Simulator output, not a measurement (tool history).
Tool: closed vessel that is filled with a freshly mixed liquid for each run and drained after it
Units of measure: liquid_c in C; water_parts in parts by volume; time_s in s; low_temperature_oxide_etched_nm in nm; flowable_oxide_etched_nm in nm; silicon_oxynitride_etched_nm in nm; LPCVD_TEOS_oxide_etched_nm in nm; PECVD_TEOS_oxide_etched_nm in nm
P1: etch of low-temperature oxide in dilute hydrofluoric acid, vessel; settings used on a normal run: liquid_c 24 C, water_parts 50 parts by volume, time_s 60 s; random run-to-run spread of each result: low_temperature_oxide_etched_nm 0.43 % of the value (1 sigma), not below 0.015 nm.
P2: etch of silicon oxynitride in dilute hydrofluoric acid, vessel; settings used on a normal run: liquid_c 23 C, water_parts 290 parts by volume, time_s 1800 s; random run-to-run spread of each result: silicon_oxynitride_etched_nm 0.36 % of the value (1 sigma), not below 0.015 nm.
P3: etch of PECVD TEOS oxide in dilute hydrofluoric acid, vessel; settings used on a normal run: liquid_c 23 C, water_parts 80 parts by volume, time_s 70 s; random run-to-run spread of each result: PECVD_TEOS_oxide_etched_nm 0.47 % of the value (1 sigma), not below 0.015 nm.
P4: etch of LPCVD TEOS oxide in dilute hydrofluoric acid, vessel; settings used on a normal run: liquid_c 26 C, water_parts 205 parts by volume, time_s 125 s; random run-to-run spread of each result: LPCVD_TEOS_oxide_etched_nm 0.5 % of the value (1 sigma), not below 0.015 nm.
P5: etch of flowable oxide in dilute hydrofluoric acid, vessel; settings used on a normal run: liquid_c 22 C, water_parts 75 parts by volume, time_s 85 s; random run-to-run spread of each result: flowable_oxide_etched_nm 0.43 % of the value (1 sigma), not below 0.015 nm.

| run | day | process | liquid_c | water_parts | time_s | hours since the thermometer was replaced | hours since the hydrofluoric acid flow meter was replaced | low_temperature_oxide_etched_nm | flowable_oxide_etched_nm | silicon_oxynitride_etched_nm | LPCVD_TEOS_oxide_etched_nm | PECVD_TEOS_oxide_etched_nm |
|---|---|---|---|---|---|---|---|---|---|---|---|---|
| 1 | 0.171 | P1 | 24 | 50 | 60 | 419.2 | 1456.6 | 14.697 |  |  |  |  |
| 2 | 0.296 | P1 | 24 | 50 | 60 | 422.2 | 1459.6 | 14.642 |  |  |  |  |
| 3 | 0.379 | P5 | 17 | 75 | 85 | 424.2 | 1461.6 |  | 30.566 |  |  |  |
| 4 | 0.462 | P1 | 24 | 50 | 60 | 426.2 | 1463.6 | 14.744 |  |  |  |  |
| 5 | 0.571 | P1 | 24 | 50 | 60 | 428.8 | 1466.2 | 14.647 |  |  |  |  |
| 6 | 0.7 | P2 | 23 | 290 | 1800 | 431.9 | 1469.3 |  |  | 8.805 |  |  |
| 7 | 0.817 | P1 | 29 | 30 | 60 | 434.7 | 1472.1 | 30.9 |  |  |  |  |
| 8 | 0.904 | P1 | 24 | 50 | 95 | 436.8 | 1474.2 | 23.372 |  |  |  |  |
| 9 | 1.042 | P2 | 23 | 290 | 600 | 440.1 | 1477.5 |  |  | 2.9459 |  |  |
| 10 | 1.196 | P4 | 22 | 205 | 125 | 443.8 | 1481.2 |  |  |  | 9.8206 |  |
| 11 | 1.35 | P3 | 23 | 80 | 70 | 447.5 | 1484.9 |  |  |  |  | 17.524 |
| 12 | 1.45 | P4 | 26 | 205 | 125 | 449.9 | 1487.3 |  |  |  | 11.405 |  |
| 13 | 1.621 | P1 | 24 | 85 | 60 | 454 | 1491.4 | 8.285 |  |  |  |  |
| 14 | 1.738 | P1 | 17 | 50 | 60 | 456.8 | 1494.2 | 10.99 |  |  |  |  |
| 15 | 1.888 | P3 | 18.5 | 80 | 70 | 460.4 | 1497.8 |  |  |  |  | 14.574 |
| 16 | 1.983 | P3 | 23 | 80 | 30 | 462.7 | 1500.1 |  |  |  |  | 7.6146 |
| 17 | 2.1 | P4 | 26 | 345 | 125 | 465.5 | 1502.9 |  |  |  | 5.8103 |  |
| 18 | 2.262 | P1 | 19 | 80 | 60 | 469.4 | 1506.8 | 7.21 |  |  |  |  |
| 19 | 2.392 | P4 | 26 | 205 | 30 | 472.5 | 1509.9 |  |  |  | 2.7209 |  |
| 20 | 2.512 | P4 | 26 | 205 | 125 | 475.4 | 1512.8 |  |  |  | 11.305 |  |
| 21 | 2.638 | P2 | 23 | 490 | 1800 | 478.4 | 1515.8 |  |  | 4.6307 |  |  |
| 22 | 2.725 | P5 | 22 | 125 | 85 | 480.5 | 1517.9 |  | 21.22 |  |  |  |
| 23 | 2.879 | P1 | 30 | 50 | 60 | 484.2 | 1521.6 | 18.512 |  |  |  |  |
| 24 | 3.046 | P2 | 17 | 290 | 1800 | 488.2 | 1525.6 |  |  | 6.6988 |  |  |
| 25 | 3.154 | P1 | 24 | 50 | 60 | 490.8 | 1528.2 | 14.692 |  |  |  |  |
| 26 | 3.254 | P3 | 23 | 35 | 70 | 493.2 | 1530.6 |  |  |  |  | 42.514 |
| 27 | 3.4 | P3 | 23 | 80 | 70 | 496.7 | 1534.1 |  |  |  |  | 17.596 |
| 28 | 3.512 | P5 | 22 | 75 | 85 | 499.4 | 1536.8 |  | 37.545 |  |  |  |
| 29 | 3.604 | P1 | 24 | 50 | 60 | 501.6 | 1539 | 14.753 |  |  |  |  |
| 30 | 3.729 | P5 | 22 | 75 | 30 | 504.6 | 1542 |  | 13.301 |  |  |  |
| 31 | 3.85 | P1 | 24 | 50 | 35 | 507.5 | 1544.9 | 8.5453 |  |  |  |  |
| 32 | 4.033 | P1 | 24 | 30 | 60 | 511.9 | 1549.3 | 25.292 |  |  |  |  |
| 33 | 4.179 | P1 | 24 | 50 | 60 | 515.4 | 1552.8 | 14.678 |  |  |  |  |
| 34 | 4.358 | P1 | 24 | 50 | 60 | 519.7 | 1557.1 | 15.434 |  |  |  |  |
| 35 | 4.479 | P1 | 24 | 50 | 60 | 522.6 | 1560 | 15.645 |  |  |  |  |
| 36 | 4.571 | P1 | 24 | 50 | 60 | 524.8 | 1562.2 | 16.001 |  |  |  |  |
| 37 | 4.738 | P1 | 24 | 50 | 60 | 528.8 | 1566.2 | 15.959 |  |  |  |  |
| 38 | 4.85 | P1 | 24 | 50 | 60 | 531.5 | 1568.9 | 16.099 |  |  |  |  |
| 39 | 5.033 | P1 | 24 | 50 | 60 | 535.9 | 1573.3 | 16.139 |  |  |  |  |

What P1 gives has crept off from where it sat before. The 2 causes that follow fit the log equally well, each at the size noted:
A: liquid hotter than its thermometer reads (K) = 2.27
B: hydrofluoric acid flow above the setpoint (%) = 9.09
Creep in the process output first set in at about day 4.179.

The 4 check runs listed below each average the results of 2 wafers, and their outcomes are marked with question marks. Under which run would the listed causes produce clearly different results?
| check 1 | 5.217 | P2 | 17 | 445 | 1800 |  |  |  |  | ? |  |  |
| check 2 | 5.217 | P3 | 23 | 35 | 70 |  |  |  |  |  |  | ? |
| check 3 | 5.217 | P4 | 26 | 290 | 60 |  |  |  |  |  | ? |  |
| check 4 | 5.217 | P5 | 17 | 115 | 85 |  |  |  | ? |  |  |  |

What each check would give under each cause:
| check | result | if A | if B |
|---|---|---|---|
| check 1 | silicon_oxynitride_etched_nm | 4.4597 | 4.4976 |
| check 2 | PECVD_TEOS_oxide_etched_nm | 46.967 | 46.801 |
| check 3 | LPCVD_TEOS_oxide_etched_nm | 3.7914 | 3.9293 |
| check 4 | flowable_oxide_etched_nm | 20.917 | 20.977 |
Smallest distance between any two causes, each pair judged by its most separating result, in per cent: check 1 0.85 %; check 2 0.35 %; check 3 3.57 %; check 4 0.28 %
Check 3 distinguishes between the causes, while the remaining checks would return nearly the same result for all of them.

Check 3 was then run and gave: LPCVD_TEOS_oxide_etched_nm 3.9185 nm. Which cause is it?

The cause is B: hydrofluoric acid flow above the setpoint (%).
